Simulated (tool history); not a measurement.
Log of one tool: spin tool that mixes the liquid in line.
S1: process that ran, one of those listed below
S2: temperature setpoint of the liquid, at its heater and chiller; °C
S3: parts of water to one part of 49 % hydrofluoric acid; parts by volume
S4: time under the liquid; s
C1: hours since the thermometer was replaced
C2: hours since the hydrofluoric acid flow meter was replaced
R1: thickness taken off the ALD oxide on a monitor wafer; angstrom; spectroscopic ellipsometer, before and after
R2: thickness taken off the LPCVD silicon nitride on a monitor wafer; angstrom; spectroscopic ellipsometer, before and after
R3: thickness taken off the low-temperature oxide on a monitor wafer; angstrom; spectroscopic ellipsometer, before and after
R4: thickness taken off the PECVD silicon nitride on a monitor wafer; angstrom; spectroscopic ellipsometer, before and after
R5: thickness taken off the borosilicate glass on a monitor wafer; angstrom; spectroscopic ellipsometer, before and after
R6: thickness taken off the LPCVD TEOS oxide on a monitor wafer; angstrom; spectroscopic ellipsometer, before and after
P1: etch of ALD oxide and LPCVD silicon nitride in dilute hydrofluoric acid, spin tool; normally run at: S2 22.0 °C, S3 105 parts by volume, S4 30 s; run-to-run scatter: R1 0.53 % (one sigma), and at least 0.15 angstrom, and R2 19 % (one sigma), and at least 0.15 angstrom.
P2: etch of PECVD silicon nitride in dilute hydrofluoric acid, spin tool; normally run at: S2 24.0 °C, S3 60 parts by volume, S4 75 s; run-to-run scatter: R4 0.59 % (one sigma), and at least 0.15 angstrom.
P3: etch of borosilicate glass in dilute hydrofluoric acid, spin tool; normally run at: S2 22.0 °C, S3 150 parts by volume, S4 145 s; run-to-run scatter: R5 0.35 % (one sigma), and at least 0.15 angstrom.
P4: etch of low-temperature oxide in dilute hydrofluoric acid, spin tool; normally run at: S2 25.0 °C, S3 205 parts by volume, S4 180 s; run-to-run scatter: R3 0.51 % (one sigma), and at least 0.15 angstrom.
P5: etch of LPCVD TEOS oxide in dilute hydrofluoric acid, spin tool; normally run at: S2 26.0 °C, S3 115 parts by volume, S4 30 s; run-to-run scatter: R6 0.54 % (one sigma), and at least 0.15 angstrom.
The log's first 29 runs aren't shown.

run   hour  S1    S2   S3  S4     C1      C2      R1       R2  R3  R4  R5      R6
 30  420.7  P5  26.0  215  30  811.3  1575.0                               57.359
 31  434.5  P1  22.0  105  30  825.1  1588.8  76.672  1.16810
 32  451.7  P1  22.0  105  30  842.3  1606.0  79.395  1.29070
 33  468.5  P1  22.0  105  30  859.1  1622.8  79.877  1.73800
 34  479.0  P1  22.0  105  30  869.6  1633.3  80.813  1.53490
 35  493.2  P1  22.0  105  30  883.8  1647.5  80.583  1.15880
 36  503.3  P1  22.0  105  30  893.9  1657.6  81.066  1.53870
 37  513.2  P1  22.0  105  30  903.8  1667.5  81.421  1.58890
 38  522.5  P1  22.0  105  30  913.1  1676.8  81.247  1.48820

Forecast run 39:
 39  533.1  P1  22.0  105  30  923.7  1687.4   ?   ?

{"run 39": {"R1": 81.973, "R2": 1.2762}}

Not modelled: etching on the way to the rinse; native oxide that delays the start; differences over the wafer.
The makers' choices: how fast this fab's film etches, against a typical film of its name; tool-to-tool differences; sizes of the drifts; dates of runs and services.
